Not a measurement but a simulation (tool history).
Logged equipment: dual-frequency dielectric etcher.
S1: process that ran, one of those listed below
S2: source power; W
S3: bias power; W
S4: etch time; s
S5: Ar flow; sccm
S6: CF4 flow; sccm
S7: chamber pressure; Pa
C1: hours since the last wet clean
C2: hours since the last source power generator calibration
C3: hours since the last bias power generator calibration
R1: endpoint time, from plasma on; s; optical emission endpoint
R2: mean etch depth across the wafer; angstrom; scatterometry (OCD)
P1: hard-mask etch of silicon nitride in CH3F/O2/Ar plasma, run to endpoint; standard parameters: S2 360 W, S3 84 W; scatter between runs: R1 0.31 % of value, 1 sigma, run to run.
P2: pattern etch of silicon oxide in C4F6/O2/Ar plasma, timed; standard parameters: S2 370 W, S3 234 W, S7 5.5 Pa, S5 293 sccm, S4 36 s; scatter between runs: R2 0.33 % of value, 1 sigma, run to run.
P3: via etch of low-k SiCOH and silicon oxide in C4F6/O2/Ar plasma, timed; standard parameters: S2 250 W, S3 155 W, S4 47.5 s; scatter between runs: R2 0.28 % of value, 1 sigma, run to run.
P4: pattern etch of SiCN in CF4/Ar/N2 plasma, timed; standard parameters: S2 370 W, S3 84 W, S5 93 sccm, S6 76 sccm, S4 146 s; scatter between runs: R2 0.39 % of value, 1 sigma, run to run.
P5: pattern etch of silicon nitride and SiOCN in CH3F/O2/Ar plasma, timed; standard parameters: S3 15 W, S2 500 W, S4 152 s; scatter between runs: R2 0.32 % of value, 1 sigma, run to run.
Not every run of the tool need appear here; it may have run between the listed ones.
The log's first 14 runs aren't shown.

run 15 hour=161.6 | S1=P4 S2=280 S3=84 S4=146 S5=93 S6=76 | C1=484.8 C2=637.2 C3=1924 | R2=936.44
run 16 hour=176.8 | S1=P1 S2=270 S3=84 | C1=500 C2=652.4 C3=1939.2 | R1=72.801
run 17 hour=187 | S1=P3 S2=250 S3=155 S4=47.5 | C1=510.2 C2=662.6 C3=1949.4 | R2=912.29
run 18 hour=194.6 | S1=P1 S2=360 S3=116 | C1=517.8 C2=670.2 C3=1957 | R1=57.982
run 19 hour=204.4 | S1=P3 S2=250 S3=155 S4=68 | C1=527.6 C2=680 C3=1966.8 | R2=1305.3
run 20 hour=217.1 | S1=P5 S2=500 S3=15 S4=152 | C1=540.3 C2=692.7 C3=1979.5 | R2=186.5
run 21 hour=232 | S1=P5 S2=500 S3=15 S4=101 | C1=555.2 C2=707.6 C3=1994.4 | R2=123.59
run 22 hour=238.8 | S1=P1 S2=420 S3=113 | C1=562 C2=714.4 C3=2001.2 | R1=55.218
run 23 hour=251.2 | S1=P1 S2=360 S3=84 | C1=574.4 C2=726.8 C3=2013.6 | R1=65.374
run 24 hour=265.6 | S1=P4 S2=370 S3=84 S4=146 S5=93 S6=108 | C1=588.8 C2=741.2 C3=2028 | R2=1242.3

For run 25, what comes out?
run 25 hour=279.3 | S1=P1 S2=430 S3=84 | C1=602.5 C2=754.9 C3=2041.7 | R1=?

Logged for run 25: R1 60.784 s.

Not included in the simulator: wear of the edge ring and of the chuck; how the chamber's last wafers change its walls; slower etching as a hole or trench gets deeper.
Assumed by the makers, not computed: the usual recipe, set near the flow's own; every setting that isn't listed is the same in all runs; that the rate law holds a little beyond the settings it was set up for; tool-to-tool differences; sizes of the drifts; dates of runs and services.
